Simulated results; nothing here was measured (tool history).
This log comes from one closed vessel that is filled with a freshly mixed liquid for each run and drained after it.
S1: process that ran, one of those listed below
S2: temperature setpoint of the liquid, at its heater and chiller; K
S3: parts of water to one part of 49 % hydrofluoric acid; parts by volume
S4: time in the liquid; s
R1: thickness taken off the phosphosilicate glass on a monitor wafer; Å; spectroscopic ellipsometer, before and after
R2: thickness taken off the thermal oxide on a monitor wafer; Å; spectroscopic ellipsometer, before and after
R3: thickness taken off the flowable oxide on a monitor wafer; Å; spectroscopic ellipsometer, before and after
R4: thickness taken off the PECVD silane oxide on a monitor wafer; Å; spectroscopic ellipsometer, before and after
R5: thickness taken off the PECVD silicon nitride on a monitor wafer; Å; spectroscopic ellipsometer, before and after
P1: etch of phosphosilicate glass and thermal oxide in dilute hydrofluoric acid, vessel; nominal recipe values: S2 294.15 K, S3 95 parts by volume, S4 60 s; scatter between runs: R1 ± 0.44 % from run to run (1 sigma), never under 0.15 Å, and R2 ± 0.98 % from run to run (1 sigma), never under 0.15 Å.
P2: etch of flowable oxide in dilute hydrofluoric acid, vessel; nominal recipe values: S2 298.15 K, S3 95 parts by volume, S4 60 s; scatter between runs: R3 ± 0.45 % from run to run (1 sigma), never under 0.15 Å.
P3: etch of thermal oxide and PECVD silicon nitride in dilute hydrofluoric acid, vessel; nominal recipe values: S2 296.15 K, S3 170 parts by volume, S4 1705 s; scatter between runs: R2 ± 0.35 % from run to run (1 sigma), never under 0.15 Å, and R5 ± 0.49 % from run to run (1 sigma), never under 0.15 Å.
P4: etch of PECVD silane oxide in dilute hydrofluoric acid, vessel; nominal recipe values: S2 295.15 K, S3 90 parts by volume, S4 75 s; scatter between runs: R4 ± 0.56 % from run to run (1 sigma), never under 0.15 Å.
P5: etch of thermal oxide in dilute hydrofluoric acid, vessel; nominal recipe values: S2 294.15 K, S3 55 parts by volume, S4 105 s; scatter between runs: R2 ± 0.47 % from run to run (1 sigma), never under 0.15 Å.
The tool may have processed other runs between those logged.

{"run": 1, "day": 0.412, "S1": "P1", "S2": 294.15, "S3": 95, "S4": 60, "R1": 439.44, "R2": 25.001}
{"run": 2, "day": 0.767, "S1": "P1", "S2": 290.15, "S3": 95, "S4": 60, "R1": 375.32, "R2": 21.751}
{"run": 3, "day": 1.142, "S1": "P2", "S2": 298.15, "S3": 165, "S4": 60, "R3": 181.2}
{"run": 4, "day": 1.638, "S1": "P1", "S2": 300.15, "S3": 95, "S4": 60, "R1": 558.74, "R2": 31.848}
{"run": 5, "day": 1.95, "S1": "P4", "S2": 290.15, "S3": 90, "S4": 75, "R4": 111.56}
{"run": 6, "day": 2.229, "S1": "P1", "S2": 294.15, "S3": 95, "S4": 30, "R1": 219.92, "R2": 12.608}
{"run": 7, "day": 2.667, "S1": "P3", "S2": 296.15, "S3": 170, "S4": 1705, "R2": 443.22, "R5": 423.11}
{"run": 8, "day": 2.962, "S1": "P5", "S2": 294.15, "S3": 55, "S4": 185, "R2": 143.27}
{"run": 9, "day": 3.333, "S1": "P1", "S2": 290.15, "S3": 95, "S4": 85, "R1": 528.93, "R2": 30.858}
{"run": 10, "day": 3.592, "S1": "P1", "S2": 294.15, "S3": 95, "S4": 60, "R1": 437.78, "R2": 25.663}
{"run": 11, "day": 3.896, "S1": "P1", "S2": 294.15, "S3": 95, "S4": 60, "R1": 438.11, "R2": 25.384}
{"run": 12, "day": 4.212, "S1": "P1", "S2": 294.15, "S3": 95, "S4": 110, "R1": 810.98, "R2": 45.721}
{"run": 13, "day": 4.6, "S1": "P2", "S2": 298.15, "S3": 95, "S4": 60, "R3": 340.49}
{"run": 14, "day": 4.858, "S1": "P1", "S2": 294.15, "S3": 50, "S4": 60, "R1": 887.25, "R2": 50.862}
{"run": 15, "day": 5.346, "S1": "P1", "S2": 294.15, "S3": 165, "S4": 60, "R1": 236.87, "R2": 13.439}
{"run": 16, "day": 5.838, "S1": "P3", "S2": 290.15, "S3": 170, "S4": 1705, "R2": 349.88, "R5": 283.44}
{"run": 17, "day": 6.138, "S1": "P4", "S2": 295.15, "S3": 90, "S4": 75, "R4": 137.09}
{"run": 18, "day": 6.512, "S1": "P1", "S2": 294.15, "S3": 40, "S4": 30, "R1": 555.88, "R2": 32.664}
{"run": 19, "day": 7.046, "S1": "P1", "S2": 294.15, "S3": 95, "S4": 60, "R1": 441.55, "R2": 25.415}
{"run": 20, "day": 7.475, "S1": "P3", "S2": 296.15, "S3": 170, "S4": 1705, "R2": 442.33, "R5": 429.38}
{"run": 21, "day": 7.792, "S1": "P5", "S2": 290.15, "S3": 55, "S4": 105, "R2": 68.034}
{"run": 22, "day": 8.262, "S1": "P4", "S2": 295.15, "S3": 55, "S4": 75, "R4": 232.1}
{"run": 23, "day": 8.7, "S1": "P2", "S2": 298.15, "S3": 95, "S4": 95, "R3": 541.32}
{"run": 24, "day": 8.983, "S1": "P4", "S2": 295.15, "S3": 90, "S4": 125, "R4": 228.34}
{"run": 25, "day": 9.496, "S1": "P1", "S2": 294.15, "S3": 95, "S4": 60, "R1": 440.22, "R2": 25.241}
{"run": 26, "day": 9.938, "S1": "P5", "S2": 294.15, "S3": 55, "S4": 105, "R2": 81.39}
{"run": 27, "day": 10.183, "S1": "P5", "S2": 294.15, "S3": 80, "S4": 105, "R2": 54.131}
{"run": 28, "day": 10.496, "S1": "P3", "S2": 296.15, "S3": 170, "S4": 635, "R2": 164.22, "R5": 158.97}
{"run": 29, "day": 10.971, "S1": "P2", "S2": 293.65, "S3": 95, "S4": 60, "R3": 282.43}
{"run": 30, "day": 11.225, "S1": "P1", "S2": 290.15, "S3": 30, "S4": 60, "R1": 1275.8, "R2": 72.884}
{"run": 31, "day": 11.575, "S1": "P1", "S2": 294.15, "S3": 95, "S4": 60, "R1": 442.17, "R2": 25.178}
{"run": 32, "day": 12.058, "S1": "P3", "S2": 296.15, "S3": 85, "S4": 1705, "R2": 967.94, "R5": 844.54}
{"run": 33, "day": 12.488, "S1": "P1", "S2": 294.15, "S3": 95, "S4": 60, "R1": 438.39, "R2": 25.576}
{"run": 34, "day": 12.983, "S1": "P1", "S2": 294.15, "S3": 95, "S4": 60, "R1": 462.72, "R2": 25.961}
{"run": 35, "day": 13.5, "S1": "P1", "S2": 294.15, "S3": 95, "S4": 60, "R1": 469.14, "R2": 26.424}
{"run": 36, "day": 13.783, "S1": "P1", "S2": 294.15, "S3": 95, "S4": 60, "R1": 469.08, "R2": 27.253}
{"run": 37, "day": 14.142, "S1": "P1", "S2": 294.15, "S3": 95, "S4": 60, "R1": 472.48, "R2": 27.453}
{"run": 38, "day": 14.533, "S1": "P1", "S2": 294.15, "S3": 95, "S4": 60, "R1": 473.94, "R2": 27.688}
{"run": 39, "day": 14.896, "S1": "P1", "S2": 294.15, "S3": 95, "S4": 60, "R1": 475.33, "R2": 27.322}

Compared with where it was, what P1 gives has crept away. Each cause listed below fits the log as well as the rest, at the size given for it:
A: hydrofluoric acid flow above the setpoint (%) = 6.75
B: liquid hotter than its thermometer reads (K) = 1.79
Creep in the process output first set in at about day 12.488.

Listed below are the offered check runs, one wafer per run, with question marks in place of results. For which of them would the causes give clearly different outcomes?
{"run": "check 1", "day": 15.258, "S1": "P5", "S2": 294.15, "S3": 55, "S4": 105, "R2": "?"}
{"run": "check 2", "day": 15.258, "S1": "P4", "S2": 295.15, "S3": 90, "S4": 75, "R4": "?"}
{"run": "check 3", "day": 15.258, "S1": "P2", "S2": 298.15, "S3": 95, "S4": 60, "R3": "?"}
{"run": "check 4", "day": 15.258, "S1": "P3", "S2": 296.15, "S3": 170, "S4": 1705, "R2": "?", "R5": "?"}

How each check would come out, cause by cause:
check=check_1 result=R2 if_A=87.488 if_B=87.926
check=check_2 result=R4 if_A=147.65 if_B=147.66
check=check_3 result=R3 if_A=366.69 if_B=365.58
check=check_4 result=R2 if_A=477.060 if_B=472.540
check=check_4 result=R5 if_A=454.38 if_B=477.81
Per check, the gap between the least separated pair of causes, taken in the result that splits them most: check 1 0.5 %; check 2 0 %; check 3 0.3 %; check 4 5.03 %
Check 4 distinguishes between the causes, while the remaining checks would return nearly the same result for all of them.

Running check 4 produced the following: R2 471.810 Å; R5 479.21 Å. Which one of the listed causes fits?

The correct cause is B, namely: liquid hotter than its thermometer reads (K).

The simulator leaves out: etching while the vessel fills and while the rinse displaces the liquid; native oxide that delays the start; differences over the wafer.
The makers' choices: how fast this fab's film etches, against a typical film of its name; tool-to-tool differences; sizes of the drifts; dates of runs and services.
